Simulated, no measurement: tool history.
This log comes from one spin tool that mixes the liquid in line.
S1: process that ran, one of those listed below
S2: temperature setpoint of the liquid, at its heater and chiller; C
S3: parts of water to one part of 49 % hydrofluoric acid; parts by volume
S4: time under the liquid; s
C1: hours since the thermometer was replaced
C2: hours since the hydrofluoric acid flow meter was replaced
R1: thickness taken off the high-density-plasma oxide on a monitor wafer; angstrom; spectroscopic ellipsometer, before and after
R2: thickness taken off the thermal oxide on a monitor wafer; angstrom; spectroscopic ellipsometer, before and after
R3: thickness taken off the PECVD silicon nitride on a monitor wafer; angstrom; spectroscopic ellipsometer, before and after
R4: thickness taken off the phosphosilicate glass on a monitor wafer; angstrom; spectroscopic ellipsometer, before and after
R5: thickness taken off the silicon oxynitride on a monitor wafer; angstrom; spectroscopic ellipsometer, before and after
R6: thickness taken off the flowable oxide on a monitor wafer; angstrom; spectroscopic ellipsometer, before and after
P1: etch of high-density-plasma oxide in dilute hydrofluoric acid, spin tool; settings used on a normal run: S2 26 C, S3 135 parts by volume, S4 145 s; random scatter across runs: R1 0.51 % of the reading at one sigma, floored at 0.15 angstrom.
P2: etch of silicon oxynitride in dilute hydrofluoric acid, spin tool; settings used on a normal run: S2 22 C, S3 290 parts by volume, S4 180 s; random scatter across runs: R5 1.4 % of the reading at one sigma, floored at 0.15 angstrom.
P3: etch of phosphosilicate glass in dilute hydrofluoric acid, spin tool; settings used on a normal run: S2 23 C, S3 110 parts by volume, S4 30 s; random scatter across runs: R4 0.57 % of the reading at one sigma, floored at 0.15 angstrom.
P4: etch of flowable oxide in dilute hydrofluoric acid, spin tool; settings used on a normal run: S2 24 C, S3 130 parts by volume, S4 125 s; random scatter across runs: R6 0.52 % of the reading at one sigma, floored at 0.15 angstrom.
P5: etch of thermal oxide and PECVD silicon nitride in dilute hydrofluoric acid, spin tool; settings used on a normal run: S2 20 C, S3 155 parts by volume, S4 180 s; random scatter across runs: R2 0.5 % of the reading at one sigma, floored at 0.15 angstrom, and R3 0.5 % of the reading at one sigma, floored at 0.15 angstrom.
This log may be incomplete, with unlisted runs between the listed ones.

run	hour	S1	S2	S3	S4	C1	C2	R1	R2	R3	R4	R5	R6
1	11.2	P1	26	135	145	1303.1	123.8	57.264					
2	16.6	P5	28	155	180	1308.5	129.2		59.553	83.906			
3	24.5	P1	26	135	145	1316.4	137.1	57.689					
# hour 27.6: hydrofluoric acid flow meter replaced
4	31.3	P1	19	135	55	1323.2	3.7	16.77					
5	38.5	P5	20	155	20	1330.4	10.9		4.7771	5.3953			
6	43.6	P3	23	110	15	1335.5	16				81.391		
7	49.3	P3	23	165	30	1341.2	21.7				101.16		
8	58.6	P5	20	280	180	1350.5	31		21.408	27.943			
9	69.8	P5	20	155	180	1361.7	42.2		43.613	50.592			
10	78	P2	22	290	20	1369.9	50.4					1.7973	
11	88.5	P1	26	135	145	1380.4	60.9	57.858					
12	99.6	P1	26	135	145	1391.5	72	57.466					
13	107.8	P1	26	135	145	1399.7	80.2	57.413					
14	115.4	P2	29.5	290	180	1407.3	87.8					23.745	
15	122.5	P4	20.5	130	125	1414.4	94.9						265.63
16	127.8	P1	26	135	145	1419.7	100.2	57.245					
17	136.3	P1	26	35	145	1428.2	108.7	253.28					
18	144.1	P1	26	200	145	1436	116.5	35.777					
19	153	P3	29.5	110	30	1444.9	125.4				204.75		
20	161	P1	20.5	135	145	1452.9	133.4	46.775					
21	170.1	P4	24	130	30	1462	142.5						73.119
22	176.8	P2	22	290	180	1468.7	149.2					17.459	
23	182.6	P2	22	465	180	1474.5	155					9.7499	
24	193.7	P1	32.5	135	145	1485.6	166.1	72.743					
25	203.2	P4	24	130	125	1495.1	175.6						305.02
26	210.3	P4	24	195	125	1502.2	182.7						186.8
27	216.9	P2	22	290	180	1508.8	189.3					17.554	
28	227.8	P1	26	135	250	1519.7	200.2	99.054					
29	237.6	P3	23	110	30	1529.5	210				158.77		
30	245.4	P1	26	135	60	1537.3	217.8	23.963					
31	256.1	P1	26	135	145	1548	228.5	56.746					
32	263.3	P1	26	135	145	1555.2	235.7	58.603					
33	273.9	P1	26	135	145	1565.8	246.3	59.799					
34	283.1	P1	26	135	145	1575	255.5	60.984					
35	294	P1	26	135	145	1585.9	266.4	60.842					
36	300.2	P1	26	135	145	1592.1	272.6	61.051					
37	309.9	P1	26	135	145	1601.8	282.3	61.377					
38	318.3	P1	26	135	145	1610.2	290.7	61.254					
39	324	P1	26	135	145	1615.9	296.4	61.969					
40	333	P1	26	135	145	1624.9	305.4	61.6					
41	341.4	P1	26	135	145	1633.3	313.8	61.111					
42	347.2	P1	26	135	145	1639.1	319.6	61.981					

P1 has crept away from where it was. The log is fitted equally well by each of these 2 causes, at the sizes shown:
A: hydrofluoric acid flow above the setpoint (%) = 6.23
B: liquid hotter than its thermometer reads (K) = 1.87
The creep began at about hour 256.1.

Below are 4 check runs, each on a single wafer, with their results shown as question marks. Which of them would tell the listed causes apart, meaning the causes would give clearly different results under it?
check 1	353	P5	27.5	275	180				?	?			
check 2	353	P3	23	155	30						?		
check 3	353	P4	20.5	130	125								?
check 4	353	P2	26	290	180							?	

Check results expected under each cause:
check	result	if A	if B
check 1	R2	30.884	30.411
check 1	R3	48.546	50.986
check 2	R4	116.01	116.1
check 3	R6	282.82	284.41
check 4	R5	22.242	22.332
Per-check spread between the two closest causes, in the result where they differ most: check 1 4.9 %; check 2 0.07 %; check 3 0.56 %; check 4 0.4 %
Check 1 distinguishes between the causes, while the remaining checks would return nearly the same result for all of them.

Check 1 was then run and gave: R2 30.564 angstrom; R3 48.495 angstrom. Which cause is it?

The correct cause is A, namely: hydrofluoric acid flow above the setpoint (%).
